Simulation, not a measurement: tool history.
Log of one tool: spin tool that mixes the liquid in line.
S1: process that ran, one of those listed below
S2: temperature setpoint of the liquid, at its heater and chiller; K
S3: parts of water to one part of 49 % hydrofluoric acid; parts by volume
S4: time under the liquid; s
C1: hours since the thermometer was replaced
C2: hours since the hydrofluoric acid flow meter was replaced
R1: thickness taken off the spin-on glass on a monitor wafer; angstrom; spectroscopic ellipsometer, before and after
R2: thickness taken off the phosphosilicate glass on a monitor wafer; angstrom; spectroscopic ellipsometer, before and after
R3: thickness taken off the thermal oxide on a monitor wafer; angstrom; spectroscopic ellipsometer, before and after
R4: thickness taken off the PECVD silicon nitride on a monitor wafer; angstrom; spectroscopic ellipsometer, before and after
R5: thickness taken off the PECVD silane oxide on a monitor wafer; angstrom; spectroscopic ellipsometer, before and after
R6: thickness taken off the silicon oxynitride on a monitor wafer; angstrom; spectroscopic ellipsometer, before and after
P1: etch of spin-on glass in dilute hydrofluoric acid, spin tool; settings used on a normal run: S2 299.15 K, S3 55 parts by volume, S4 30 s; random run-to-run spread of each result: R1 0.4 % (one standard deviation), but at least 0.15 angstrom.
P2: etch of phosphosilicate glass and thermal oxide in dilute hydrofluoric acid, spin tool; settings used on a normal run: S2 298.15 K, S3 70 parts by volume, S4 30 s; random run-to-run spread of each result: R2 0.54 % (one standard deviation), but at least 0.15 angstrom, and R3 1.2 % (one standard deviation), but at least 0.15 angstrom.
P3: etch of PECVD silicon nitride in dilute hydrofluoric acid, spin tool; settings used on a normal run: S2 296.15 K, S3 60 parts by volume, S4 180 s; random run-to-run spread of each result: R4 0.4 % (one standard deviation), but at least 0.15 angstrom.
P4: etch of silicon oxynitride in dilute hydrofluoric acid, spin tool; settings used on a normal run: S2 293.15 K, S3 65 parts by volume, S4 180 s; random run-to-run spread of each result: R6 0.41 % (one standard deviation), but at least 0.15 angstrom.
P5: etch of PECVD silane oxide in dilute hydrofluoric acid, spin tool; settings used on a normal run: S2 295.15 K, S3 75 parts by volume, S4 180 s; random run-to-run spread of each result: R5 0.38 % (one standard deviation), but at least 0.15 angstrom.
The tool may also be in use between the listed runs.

run	hour	S1	S2	S3	S4	C1	C2	R1	R2	R3	R4	R5	R6
1	12.6	P1	299.15	55	30	759.2	460.8	139.96					
2	22.5	P2	298.15	20	30	769.1	470.7		1231.8	84.371			
3	36.8	P1	299.15	85	30	783.4	485	86.945					
4	47.4	P2	293.65	70	30	794	495.6		270.39	18.556			
5	64	P3	296.15	60	285	810.6	512.2				219.42		
6	74.7	P2	298.15	70	30	821.3	522.9		323.94	22.44			
7	84.9	P5	295.15	75	180	831.5	533.1					489.72	
8	97.1	P1	299.15	30	50	843.7	545.3	444.82					
9	107	P1	299.15	55	30	853.6	555.2	140.22					
10	123.4	P4	293.15	95	180	870	571.6						36.257
11	133.7	P5	295.15	135	180	880.3	581.9					254.61	
12	147.8	P1	299.15	55	30	894.4	596	140.19					
13	156.4	P3	296.15	60	180	903	604.6				138.72		
14	167.5	P3	301.15	60	180	914.1	615.7				191.39		
15	175	P5	301.65	75	180	921.6	623.2					637.82	
16	188	P1	305.15	20	30	934.6	636.2	516.48					
17	196.2	P1	299.15	30	30	942.8	644.4	265.58					
18	203.9	P5	295.15	75	260	950.5	652.1					709.32	
19	211.4	P4	293.15	65	180	958	659.6						54.417
20	221.4	P1	299.15	55	30	968	669.6	138.69					
21	236.6	P1	299.15	55	30	983.2	684.8	140.35					
22	250.6	P4	293.15	65	305	997.2	698.8						92.142
23	264.7	P1	303.65	55	30	1011.3	712.9	167.11					
24	272.8	P1	299.15	55	55	1019.4	721	258.94					
25	285.3	P5	295.15	75	180	1031.9	733.5					490.45	
26	296	P1	299.15	55	15	1042.6	744.2	70.255					
27	304.4	P3	296.15	85	180	1051	752.6				97.937		
28	314.8	P2	298.15	70	55	1061.4	763		597.02	40.251			
29	330.2	P4	293.15	65	180	1076.8	778.4						54.484
30	339.3	P1	295.15	55	30	1085.9	787.5	118.38					
31	352.4	P4	300.15	65	180	1099	800.6						76.696
32	369.6	P1	299.15	55	30	1116.2	817.8	139.44					
33	386.6	P1	299.15	55	30	1133.2	834.8	143.51					
34	397.7	P1	299.15	55	30	1144.3	845.9	144.58					
35	407	P1	299.15	55	30	1153.6	855.2	146.93					
36	423.1	P1	299.15	55	30	1169.7	871.3	146.39					
37	438.3	P1	299.15	55	30	1184.9	886.5	146.6					
38	447	P1	299.15	55	30	1193.6	895.2	147.35					
39	458.9	P1	299.15	55	30	1205.5	907.1	148.52					
40	471.6	P1	299.15	55	30	1218.2	919.8	147.08					
41	484.5	P1	299.15	55	30	1231.1	932.7	147.72					

What P1 gives has crept off from where it sat before. The 2 causes that follow fit the log equally well, each at the size noted:
A: hydrofluoric acid flow above the setpoint (%) = 5.62
B: liquid hotter than its thermometer reads (K) = 1.47
The creep began at about hour 369.6.

Below are 4 check runs, each on a single wafer, with their results shown as question marks. Which of them would tell the listed causes apart, meaning the causes would give clearly different results under it?
check 1	497.4	P3	300.65	80	180						?		
check 2	497.4	P4	299.65	65	180								?
check 3	497.4	P2	293.65	40	30				?	?			
check 4	497.4	P5	301.15	75	180							?	

Outcome of each check run for each possible cause:
check	result	if A	if B
check 1	R4	148.12	154.19
check 2	R6	79.342	80.242
check 3	R2	518.9	521.48
check 3	R3	35.792	35.97
check 4	R5	663.15	660.95
Separation of the two closest causes in each check, using whichever result separates them best: check 1 4.02 %; check 2 1.13 %; check 3 0.5 %; check 4 0.33 %
The other checks would show nearly matching results whichever cause is true, so check 1 is the only one that separates the causes.

Check 1 has now been run. It gave: R4 152.96 angstrom. Which of the candidate causes is it?

The cause is B: liquid hotter than its thermometer reads (K).

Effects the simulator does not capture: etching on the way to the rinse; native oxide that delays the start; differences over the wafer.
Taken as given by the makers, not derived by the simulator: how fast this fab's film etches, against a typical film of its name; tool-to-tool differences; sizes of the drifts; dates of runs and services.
